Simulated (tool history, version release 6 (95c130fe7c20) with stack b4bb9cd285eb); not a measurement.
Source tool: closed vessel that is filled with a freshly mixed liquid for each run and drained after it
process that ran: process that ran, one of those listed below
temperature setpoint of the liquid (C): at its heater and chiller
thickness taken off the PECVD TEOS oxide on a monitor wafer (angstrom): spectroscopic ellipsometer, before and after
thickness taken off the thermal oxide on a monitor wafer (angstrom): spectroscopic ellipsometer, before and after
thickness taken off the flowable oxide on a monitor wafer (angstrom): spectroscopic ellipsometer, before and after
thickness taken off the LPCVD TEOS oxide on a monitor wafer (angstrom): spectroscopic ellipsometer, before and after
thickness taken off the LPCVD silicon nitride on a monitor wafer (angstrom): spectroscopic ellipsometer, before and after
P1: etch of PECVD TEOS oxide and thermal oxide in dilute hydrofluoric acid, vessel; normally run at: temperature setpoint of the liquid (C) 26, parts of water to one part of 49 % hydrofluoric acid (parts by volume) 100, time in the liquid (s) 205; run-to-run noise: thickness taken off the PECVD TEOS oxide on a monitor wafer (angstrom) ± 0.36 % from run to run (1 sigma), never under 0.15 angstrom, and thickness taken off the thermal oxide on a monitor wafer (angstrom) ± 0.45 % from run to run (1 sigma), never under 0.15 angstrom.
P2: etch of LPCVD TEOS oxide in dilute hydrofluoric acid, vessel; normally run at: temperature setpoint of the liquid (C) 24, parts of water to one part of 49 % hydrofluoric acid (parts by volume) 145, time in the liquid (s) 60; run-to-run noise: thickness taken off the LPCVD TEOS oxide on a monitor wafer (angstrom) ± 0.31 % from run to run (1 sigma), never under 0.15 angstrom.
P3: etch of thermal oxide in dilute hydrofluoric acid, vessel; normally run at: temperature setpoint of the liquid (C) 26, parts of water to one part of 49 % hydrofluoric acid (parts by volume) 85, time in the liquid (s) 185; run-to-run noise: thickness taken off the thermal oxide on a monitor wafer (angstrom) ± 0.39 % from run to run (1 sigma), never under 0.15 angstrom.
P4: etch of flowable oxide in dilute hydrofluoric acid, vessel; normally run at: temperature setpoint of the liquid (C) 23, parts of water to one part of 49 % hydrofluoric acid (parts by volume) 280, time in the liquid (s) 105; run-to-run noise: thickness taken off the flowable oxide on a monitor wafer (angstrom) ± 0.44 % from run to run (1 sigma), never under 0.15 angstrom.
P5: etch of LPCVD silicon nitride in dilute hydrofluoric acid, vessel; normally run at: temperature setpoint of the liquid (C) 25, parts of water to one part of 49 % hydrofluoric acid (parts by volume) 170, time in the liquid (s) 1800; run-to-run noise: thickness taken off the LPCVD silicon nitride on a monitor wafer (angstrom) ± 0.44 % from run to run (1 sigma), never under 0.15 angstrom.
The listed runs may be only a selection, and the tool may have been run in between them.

run	hour	process that ran	temperature setpoint of the liquid (C)	parts of water to one part of 49 % hydrofluoric acid (parts by volume)	time in the liquid (s)	hours since the thermometer was replaced	hours since the hydrofluoric acid flow meter was replaced	thickness taken off the PECVD TEOS oxide on a monitor wafer (angstrom)	thickness taken off the thermal oxide on a monitor wafer (angstrom)	thickness taken off the flowable oxide on a monitor wafer (angstrom)	thickness taken off the LPCVD TEOS oxide on a monitor wafer (angstrom)	thickness taken off the LPCVD silicon nitride on a monitor wafer (angstrom)
1	4.4	P1	26	100	205	1924.6	1717.6	236.12	100.11			
2	9.5	P4	23	280	205	1929.7	1722.7			208.29		
3	15.1	P1	21	100	205	1935.3	1728.3	192.4	83.149			
4	18.6	P1	26	100	205	1938.8	1731.8	235.77	100.11			
5	24.6	P2	24	145	60	1944.8	1737.8				87.597	
6	27.5	P5	25	170	940	1947.7	1740.7					29.727
7	33.2	P1	19	100	60	1953.4	1746.4	51.798	22.084			
8	39.3	P1	26	100	205	1959.5	1752.5	235.4	100.84			
9	44.5	P1	26	20	205	1964.7	1757.7	1310.4	560.11			
10	50.6	P4	23	280	105	1970.8	1763.8			107.06		
11	54.9	P1	26	180	205	1975.1	1768.1	118.35	50.734			
12	61.1	P2	24	145	60	1981.3	1774.3				88.261	
13	67.6	P2	30.5	145	60	1987.8	1780.8				111.62	
# hour 67.8: hydrofluoric acid flow meter replaced
14	71.8	P1	32	100	205	1992	4.1	294.52	126.44			
15	75.5	P3	26	85	185	1995.7	7.8		115.08			
16	81	P1	26	100	205	2001.2	13.3	234.68	101.61			
17	86.9	P1	26	100	30	2007.1	19.2	34.429	14.579			
18	91.5	P5	25	300	1800	2011.7	23.8					32.553
19	97.3	P1	26	100	205	2017.5	29.6	235.51	101.24			
20	103.7	P5	32.5	170	1800	2023.9	36					91.24
21	109.7	P1	30.5	100	90	2029.9	42	123.02	53.048			
22	113.6	P1	26	100	375	2033.8	45.9	427	184.04			
23	120.2	P4	23	115	105	2040.4	52.5			311.91		
24	126.4	P1	31	100	40	2046.6	58.7	55.562	23.693			
25	132.9	P2	24	145	30	2053.1	65.2				44.244	
26	136.7	P4	18.5	280	105	2056.9	69			90.774		
27	143.1	P1	26	100	205	2063.3	75.4	236.16	101.51			
28	148.2	P5	25	170	1800	2068.4	80.5					57.415
29	153.1	P3	26	85	365	2073.3	85.4		226.52			
30	158.5	P5	25	170	1800	2078.7	90.8					57.332

What will run 31 give?
31	162.3	P3	26	85	185	2082.5	94.6		?			

{"run 31": {"thickness taken off the thermal oxide on a monitor wafer (angstrom)": 116.12}}
